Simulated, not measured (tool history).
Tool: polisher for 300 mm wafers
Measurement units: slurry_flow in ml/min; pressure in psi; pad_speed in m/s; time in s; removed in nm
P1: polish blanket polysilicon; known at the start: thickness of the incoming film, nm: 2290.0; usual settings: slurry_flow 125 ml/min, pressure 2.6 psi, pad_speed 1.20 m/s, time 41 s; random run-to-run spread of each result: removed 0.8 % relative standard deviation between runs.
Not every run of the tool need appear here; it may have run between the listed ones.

run    day  slurry_flow  pressure  pad_speed  time  wafers polished on this pad  hours since the slurry nozzle was cleaned  hours since the head pressure was calibrated  removed
  1  0.488          125       2.6       1.20    41                         1099                                      269.7                                         213.7   340.88
  2  0.975          190       2.6       1.20    41                         1276                                      281.4                                         225.4   362.76
  3  1.617          165       1.8       1.20    41                         1508                                      296.8                                         240.8   247.90
  4  1.971          125       2.6       1.20    19                         1636                                      305.3                                         249.3   159.04
  5  2.346          125       3.6       1.20    41                         1772                                      314.3                                         258.3   471.34
  6  3.033          125       2.6       1.20    41                         2022                                      330.8                                         274.8   341.58
  7  3.671          125       2.6       1.90    41                         2253                                      346.1                                         290.1   532.75
  8  4.083          125       2.6       1.20    41                         2402                                      356.0                                         300.0   340.40
  9  4.454          125       1.4       1.20    41                         2536                                      364.9                                         308.9   182.97
 10  5.017          125       2.6       0.56    41                         2740                                      378.4                                         322.4   157.94
 11  5.617           75       2.6       1.20    56                         2958                                      392.8                                         336.8   409.40
 12  6.142           75       3.7       1.20    41                         3148                                      405.4                                         349.4   418.25
 13  6.725          125       2.6       1.20    41                         3359                                      419.4                                         363.4   344.95
 14  7.158           75       2.6       1.20    41                         3517                                      429.8                                         373.8   298.34
 15  7.658          125       2.6       1.20    63                         3698                                      441.8                                         385.8   520.33
 16  8.192          125       2.6       1.20    41                         3891                                      454.6                                         398.6   344.45
 17  8.683          125       2.6       1.20    41                         4069                                      466.4                                         410.4   333.54

What will run 18 give?
 18  9.075          125       2.6       1.20    41                         4211                                      475.8                                         419.8        ?

For run 18 the tool returned removed 326.34 nm.

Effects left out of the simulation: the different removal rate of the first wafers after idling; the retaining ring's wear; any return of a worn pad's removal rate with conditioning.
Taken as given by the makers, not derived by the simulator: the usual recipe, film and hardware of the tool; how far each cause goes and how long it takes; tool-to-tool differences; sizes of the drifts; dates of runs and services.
